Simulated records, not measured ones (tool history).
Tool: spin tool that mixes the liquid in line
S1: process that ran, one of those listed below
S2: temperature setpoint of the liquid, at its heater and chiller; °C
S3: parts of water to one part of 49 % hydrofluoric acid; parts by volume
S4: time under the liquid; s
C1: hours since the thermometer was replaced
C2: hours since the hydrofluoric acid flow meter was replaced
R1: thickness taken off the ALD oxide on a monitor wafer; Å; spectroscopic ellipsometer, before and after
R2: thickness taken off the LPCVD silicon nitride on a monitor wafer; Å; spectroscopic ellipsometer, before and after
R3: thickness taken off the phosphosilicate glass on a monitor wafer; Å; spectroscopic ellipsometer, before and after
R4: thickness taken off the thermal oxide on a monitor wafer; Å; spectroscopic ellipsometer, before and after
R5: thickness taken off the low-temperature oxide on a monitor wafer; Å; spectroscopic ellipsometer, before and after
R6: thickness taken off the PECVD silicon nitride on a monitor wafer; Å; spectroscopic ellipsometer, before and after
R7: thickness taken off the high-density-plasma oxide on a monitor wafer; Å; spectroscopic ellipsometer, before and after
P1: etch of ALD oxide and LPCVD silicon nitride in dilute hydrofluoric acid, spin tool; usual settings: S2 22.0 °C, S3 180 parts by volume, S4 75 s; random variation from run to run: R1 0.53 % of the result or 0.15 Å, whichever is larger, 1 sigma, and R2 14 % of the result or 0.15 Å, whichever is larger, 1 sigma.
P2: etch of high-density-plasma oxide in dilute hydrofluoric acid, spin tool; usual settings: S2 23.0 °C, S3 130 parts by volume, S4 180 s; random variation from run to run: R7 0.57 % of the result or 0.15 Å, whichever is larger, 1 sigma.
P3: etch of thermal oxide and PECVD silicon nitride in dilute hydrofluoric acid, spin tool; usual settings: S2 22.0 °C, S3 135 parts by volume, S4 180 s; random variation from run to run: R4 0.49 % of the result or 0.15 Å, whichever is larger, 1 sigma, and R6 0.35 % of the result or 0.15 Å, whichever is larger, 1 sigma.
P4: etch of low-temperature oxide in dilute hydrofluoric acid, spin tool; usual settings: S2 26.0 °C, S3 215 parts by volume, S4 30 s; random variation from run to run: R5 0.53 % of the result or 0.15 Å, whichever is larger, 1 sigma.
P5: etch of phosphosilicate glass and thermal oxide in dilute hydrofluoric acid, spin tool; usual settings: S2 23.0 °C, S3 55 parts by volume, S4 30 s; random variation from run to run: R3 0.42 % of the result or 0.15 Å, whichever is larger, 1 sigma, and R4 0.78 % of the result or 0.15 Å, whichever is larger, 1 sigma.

{"run": 1, "day": 0.171, "S1": "P1", "S2": 22.0, "S3": 180, "S4": 75, "C1": 973.2, "C2": 288.8, "R1": 77.76, "R2": 1.5147}
{"run": 2, "day": 0.292, "S1": "P1", "S2": 27.5, "S3": 180, "S4": 15, "C1": 976.1, "C2": 291.7, "R1": 19.1, "R2": 0.63014}
{"run": 3, "day": 0.446, "S1": "P5", "S2": 23.0, "S3": 55, "S4": 30, "C1": 979.8, "C2": 295.4, "R3": 521.59, "R4": 26.882}
{"run": 4, "day": 0.583, "S1": "P4", "S2": 26.0, "S3": 215, "S4": 30, "C1": 983.1, "C2": 298.7, "R5": 46.985}
{"run": 5, "day": 0.692, "S1": "P1", "S2": 17.0, "S3": 180, "S4": 75, "C1": 985.7, "C2": 301.3, "R1": 63.873, "R2": 1.4888}
{"run": 6, "day": 0.821, "S1": "P3", "S2": 22.0, "S3": 195, "S4": 180, "C1": 988.8, "C2": 304.4, "R4": 36.644, "R6": 40.891}
{"run": 7, "day": 0.938, "S1": "P5", "S2": 23.0, "S3": 85, "S4": 30, "C1": 991.6, "C2": 307.2, "R3": 323.97, "R4": 17.021}
{"run": 8, "day": 1.171, "S1": "P1", "S2": 22.0, "S3": 180, "S4": 15, "C1": 997.2, "C2": 312.8, "R1": 15.23, "R2": 0.43065}
{"run": 9, "day": 1.379, "S1": "P1", "S2": 22.0, "S3": 265, "S4": 75, "C1": 1002.2, "C2": 317.8, "R1": 47.886, "R2": 1.2986}
{"run": 10, "day": 1.496, "S1": "P3", "S2": 29.5, "S3": 135, "S4": 180, "C1": 1005.0, "C2": 320.6, "R4": 74.719, "R6": 94.717}
{"run": 11, "day": 1.721, "S1": "P4", "S2": 26.0, "S3": 215, "S4": 60, "C1": 1010.4, "C2": 326.0, "R5": 93.491}
{"run": 12, "day": 1.954, "S1": "P1", "S2": 22.0, "S3": 180, "S4": 75, "C1": 1016.0, "C2": 331.6, "R1": 77.488, "R2": 1.7586}
{"run": 13, "day": 2.15, "S1": "P4", "S2": 26.0, "S3": 295, "S4": 30, "C1": 1020.7, "C2": 336.3, "R5": 31.505}
{"run": 14, "day": 2.317, "S1": "P2", "S2": 17.0, "S3": 130, "S4": 180, "C1": 1024.7, "C2": 340.3, "R7": 55.242}
{"run": 15, "day": 2.425, "S1": "P3", "S2": 22.0, "S3": 135, "S4": 180, "C1": 1027.3, "C2": 342.9, "R4": 56.74, "R6": 58.237}
{"day": 2.479, "done": "thermometer replaced"}
{"run": 16, "day": 2.546, "S1": "P1", "S2": 22.0, "S3": 180, "S4": 75, "C1": 1.7, "C2": 345.8, "R1": 77.211, "R2": 1.7033}
{"run": 17, "day": 2.7, "S1": "P1", "S2": 17.0, "S3": 180, "S4": 25, "C1": 5.4, "C2": 349.5, "R1": 21.469, "R2": 0.57356}
{"run": 18, "day": 2.871, "S1": "P1", "S2": 22.0, "S3": 180, "S4": 75, "C1": 9.5, "C2": 353.6, "R1": 77.264, "R2": 1.9379}
{"run": 19, "day": 3.033, "S1": "P2", "S2": 23.0, "S3": 130, "S4": 180, "C1": 13.4, "C2": 357.5, "R7": 70.996}
{"run": 20, "day": 3.242, "S1": "P5", "S2": 29.0, "S3": 55, "S4": 30, "C1": 18.4, "C2": 362.5, "R3": 664.84, "R4": 33.929}
{"run": 21, "day": 3.438, "S1": "P1", "S2": 22.0, "S3": 180, "S4": 145, "C1": 23.1, "C2": 367.2, "R1": 148.42, "R2": 3.8861}
{"run": 22, "day": 3.662, "S1": "P3", "S2": 22.0, "S3": 135, "S4": 80, "C1": 28.5, "C2": 372.6, "R4": 24.849, "R6": 25.95}
{"run": 23, "day": 3.879, "S1": "P1", "S2": 28.5, "S3": 180, "S4": 75, "C1": 33.7, "C2": 377.8, "R1": 98.256, "R2": 2.5947}
{"run": 24, "day": 4.017, "S1": "P1", "S2": 22.0, "S3": 180, "S4": 75, "C1": 37.0, "C2": 381.1, "R1": 77.865, "R2": 1.9432}
{"run": 25, "day": 4.221, "S1": "P1", "S2": 22.0, "S3": 100, "S4": 75, "C1": 41.9, "C2": 386.0, "R1": 152.27, "R2": 3.9951}
{"run": 26, "day": 4.446, "S1": "P4", "S2": 33.5, "S3": 215, "S4": 30, "C1": 47.3, "C2": 391.4, "R5": 60.31}
{"run": 27, "day": 4.629, "S1": "P5", "S2": 23.0, "S3": 55, "S4": 50, "C1": 51.7, "C2": 395.8, "R3": 873.54, "R4": 45.193}
{"run": 28, "day": 4.817, "S1": "P2", "S2": 23.0, "S3": 55, "S4": 180, "C1": 56.2, "C2": 400.3, "R7": 184.64}
{"run": 29, "day": 5.05, "S1": "P1", "S2": 22.0, "S3": 180, "S4": 75, "C1": 61.8, "C2": 405.9, "R1": 77.376, "R2": 2.2245}
{"run": 30, "day": 5.242, "S1": "P2", "S2": 23.0, "S3": 130, "S4": 180, "C1": 66.4, "C2": 410.5, "R7": 70.013}
{"run": 31, "day": 5.358, "S1": "P2", "S2": 23.0, "S3": 130, "S4": 45, "C1": 69.2, "C2": 413.3, "R7": 17.711}
{"run": 32, "day": 5.529, "S1": "P1", "S2": 22.0, "S3": 180, "S4": 75, "C1": 73.3, "C2": 417.4, "R1": 76.973, "R2": 1.877}
{"run": 33, "day": 5.704, "S1": "P1", "S2": 22.0, "S3": 180, "S4": 75, "C1": 77.5, "C2": 421.6, "R1": 76.115, "R2": 1.9846}
{"run": 34, "day": 5.921, "S1": "P1", "S2": 22.0, "S3": 180, "S4": 75, "C1": 82.7, "C2": 426.8, "R1": 74.484, "R2": 1.943}
{"run": 35, "day": 6.096, "S1": "P1", "S2": 22.0, "S3": 180, "S4": 75, "C1": 86.9, "C2": 431.0, "R1": 73.626, "R2": 1.8053}
{"run": 36, "day": 6.2, "S1": "P1", "S2": 22.0, "S3": 180, "S4": 75, "C1": 89.4, "C2": 433.5, "R1": 74.179, "R2": 1.4992}
{"run": 37, "day": 6.438, "S1": "P1", "S2": 22.0, "S3": 180, "S4": 75, "C1": 95.1, "C2": 439.2, "R1": 73.777, "R2": 1.4165}
{"run": 38, "day": 6.612, "S1": "P1", "S2": 22.0, "S3": 180, "S4": 75, "C1": 99.3, "C2": 443.4, "R1": 73.374, "R2": 1.7882}
{"run": 39, "day": 6.825, "S1": "P1", "S2": 22.0, "S3": 180, "S4": 75, "C1": 104.4, "C2": 448.5, "R1": 72.5, "R2": 1.2265}
{"run": 40, "day": 6.933, "S1": "P1", "S2": 22.0, "S3": 180, "S4": 75, "C1": 107.0, "C2": 451.1, "R1": 72.924, "R2": 1.9217}

What P1 gives has crept away from where it was. These 2 causes fit the log equally well, each at the size given:
A: hydrofluoric acid flow below the setpoint (%) = 4.4
B: liquid colder than its thermometer reads (K) = 1.4
The creep began at about day 5.529.

4 check runs are offered, one wafer each, their results left as question marks. Which one tells the causes apart?
{"run": "check 1", "day": 7.042, "S1": "P5", "S2": 23.0, "S3": 55, "S4": 30, "R3": "?", "R4": "?"}
{"run": "check 2", "day": 7.042, "S1": "P2", "S2": 23.0, "S3": 130, "S4": 180, "R7": "?"}
{"run": "check 3", "day": 7.042, "S1": "P4", "S2": 26.0, "S3": 215, "S4": 30, "R5": "?"}
{"run": "check 4", "day": 7.042, "S1": "P3", "S2": 22.0, "S3": 135, "S4": 180, "R4": "?", "R6": "?"}

What each check would give under each cause:
check=check_1 result=R3 if_A=498.19 if_B=493.26
check=check_1 result=R4 if_A=25.698 if_B=25.443
check=check_2 result=R7 if_A=66.843 if_B=66.618
check=check_3 result=R5 if_A=44.100 if_B=44.339
check=check_4 result=R4 if_A=53.678 if_B=53.481
check=check_4 result=R6 if_A=55.987 if_B=53.317
How far apart the two closest causes lie, in the result that separates them most: check 1 1 %; check 2 0.34 %; check 3 0.54 %; check 4 4.89 %
Only check 4 tells the causes apart: in the others they would give nearly the same result.

Then check 4 was run and gave: R4 53.407 Å; R6 53.081 Å. Which cause is it?

It is B: liquid colder than its thermometer reads (K).

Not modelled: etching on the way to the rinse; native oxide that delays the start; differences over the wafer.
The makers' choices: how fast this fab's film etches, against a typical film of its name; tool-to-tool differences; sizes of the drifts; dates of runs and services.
